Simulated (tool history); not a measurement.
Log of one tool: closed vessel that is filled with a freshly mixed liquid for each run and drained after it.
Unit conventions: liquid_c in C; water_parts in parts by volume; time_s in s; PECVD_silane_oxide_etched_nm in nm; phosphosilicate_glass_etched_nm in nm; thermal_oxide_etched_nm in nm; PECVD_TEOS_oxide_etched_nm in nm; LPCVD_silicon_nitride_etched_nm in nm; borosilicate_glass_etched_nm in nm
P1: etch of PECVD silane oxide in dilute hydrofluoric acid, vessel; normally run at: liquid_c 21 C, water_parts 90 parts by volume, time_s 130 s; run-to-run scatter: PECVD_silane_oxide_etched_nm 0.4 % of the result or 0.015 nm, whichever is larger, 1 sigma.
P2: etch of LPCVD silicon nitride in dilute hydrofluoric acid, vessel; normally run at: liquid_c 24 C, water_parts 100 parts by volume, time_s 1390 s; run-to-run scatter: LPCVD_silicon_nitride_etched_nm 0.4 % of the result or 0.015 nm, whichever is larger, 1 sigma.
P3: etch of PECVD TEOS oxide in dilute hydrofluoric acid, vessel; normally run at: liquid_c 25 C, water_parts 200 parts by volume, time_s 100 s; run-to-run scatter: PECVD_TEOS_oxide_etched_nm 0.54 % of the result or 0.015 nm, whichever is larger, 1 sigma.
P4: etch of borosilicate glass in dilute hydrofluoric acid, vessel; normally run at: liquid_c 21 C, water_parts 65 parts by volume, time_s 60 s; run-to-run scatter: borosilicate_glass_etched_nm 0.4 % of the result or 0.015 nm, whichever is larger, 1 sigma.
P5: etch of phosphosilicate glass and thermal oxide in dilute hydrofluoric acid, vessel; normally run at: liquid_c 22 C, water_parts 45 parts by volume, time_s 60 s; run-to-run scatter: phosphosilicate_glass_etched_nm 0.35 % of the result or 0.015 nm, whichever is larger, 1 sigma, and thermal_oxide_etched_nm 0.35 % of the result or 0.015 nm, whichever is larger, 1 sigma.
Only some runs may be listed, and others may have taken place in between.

run	day	process	liquid_c	water_parts	time_s	hours since the thermometer was replaced	hours since the hydrofluoric acid flow meter was replaced	PECVD_silane_oxide_etched_nm	phosphosilicate_glass_etched_nm	thermal_oxide_etched_nm	PECVD_TEOS_oxide_etched_nm	LPCVD_silicon_nitride_etched_nm	borosilicate_glass_etched_nm
1	0.25	P1	21	90	130	166.2	84.4	26.12					
2	0.562	P5	22	45	60	173.7	91.9		79.497	6.2642			
3	1.012	P3	17	200	100	184.5	102.7				3.4829		
4	1.288	P3	25	200	100	191.1	109.3				4.7339		
5	1.562	P1	21	20	255	197.7	115.9	250.51					
6	1.983	P2	24	100	1390	207.8	126					6.9674	
7	2.417	P5	27	45	60	218.2	136.4		97.17	7.7232			
8	2.871	P1	21	165	130	229.1	147.3	13.07					
9	3.167	P2	24	100	2505	236.2	154.4					12.562	
10	3.462	P4	21	20	60	243.3	161.5						109.54
11	3.796	P4	29.5	65	60	251.3	169.5						44.956
12	4.275	P2	24	100	1390	262.8	181					6.989	
13	4.529	P1	21	40	130	268.9	187.1	62.607					
14	5.017	P3	25	200	100	280.6	198.8				4.7207		
15	5.333	P4	21	65	60	288.2	206.4						31.737
16	5.792	P1	28	90	130	299.2	217.4	34.497					
17	6.212	P5	22	75	60	309.3	227.5		46.082	3.594			
18	6.579	P3	25	115	100	318.1	236.3				9.0631		
19	7.046	P1	21	90	130	329.3	247.5	26.102					
20	7.496	P1	21	90	130	340.1	258.3	26.172					
21	7.812	P2	24	185	1390	347.7	265.9					3.7864	
22	8.125	P1	21	90	210	355.2	273.4	42.08					
23	8.483	P4	21	65	95	363.8	282						50.086
24	8.746	P2	32	100	1390	370.1	288.3					11.683	
25	9.162	P1	21	90	130	380.1	298.3	26.279					
26	9.654	P1	21	90	130	391.9	310.1	26.148					
27	10.171	P5	22	45	30	404.3	322.5		39.616	3.122			
28	10.596	P3	25	200	195	414.5	332.7				9.2266		
29	11.046	P1	21	90	30	425.3	343.5	6.074					
30	11.446	P1	17	90	130	434.9	353.1	22.101					
31	11.754	P1	21	90	130	442.3	360.5	26.149					
32	12.162	P1	21	90	130	452.1	370.3	25.517					
33	12.529	P1	21	90	130	460.9	379.1	24.914					
34	12.875	P1	21	90	130	469.2	387.4	24.87					
35	13.375	P1	21	90	130	481.2	399.4	24.554					
36	13.812	P1	21	90	130	491.7	409.9	24.304					
37	14.312	P1	21	90	130	503.7	421.9	24.143					
38	14.592	P1	21	90	130	510.4	428.6	24.165					
39	15.075	P1	21	90	130	522	440.2	24.244					
40	15.325	P1	21	90	130	528	446.2	24.104					
41	15.758	P1	21	90	130	538.4	456.6	24.278					

The output of P1 has drifted from where it used to be. Each of the 2 causes below, taken at the size shown beside it, accounts for the log equally well:
A: hydrofluoric acid flow below the setpoint (%) = 7.1
B: liquid colder than its thermometer reads (K) = 1.98
The onset of the drift is placed at about day 11.754.

The check runs listed below each take one wafer, and their results are still question marks. Under which run would the listed causes lead to clearly different results?
check 1	16.192	P5	22	75	30				?	?			
check 2	16.192	P2	28	100	1390							?	
check 3	16.192	P4	29	65	85								?
check 4	16.192	P3	19.5	200	100						?		

Check results expected under each cause:
check	result	if A	if B
check 1	phosphosilicate_glass_etched_nm	21.19	21.16
check 1	thermal_oxide_etched_nm	1.6667	1.6644
check 2	LPCVD_silicon_nitride_etched_nm	8.4129	7.973
check 3	borosilicate_glass_etched_nm	57.652	57.828
check 4	PECVD_TEOS_oxide_etched_nm	3.538	3.576
Distance between the nearest two causes, measured in the result of the check that separates them most: check 1 0.14 %; check 2 5.37 %; check 3 0.3 %; check 4 1.07 %
Check 2 tells the causes apart: in the others they would give nearly the same result.

Here is what check 2 returned: LPCVD_silicon_nitride_etched_nm 8.3539 nm. Which cause is it?

The cause is A: hydrofluoric acid flow below the setpoint (%).

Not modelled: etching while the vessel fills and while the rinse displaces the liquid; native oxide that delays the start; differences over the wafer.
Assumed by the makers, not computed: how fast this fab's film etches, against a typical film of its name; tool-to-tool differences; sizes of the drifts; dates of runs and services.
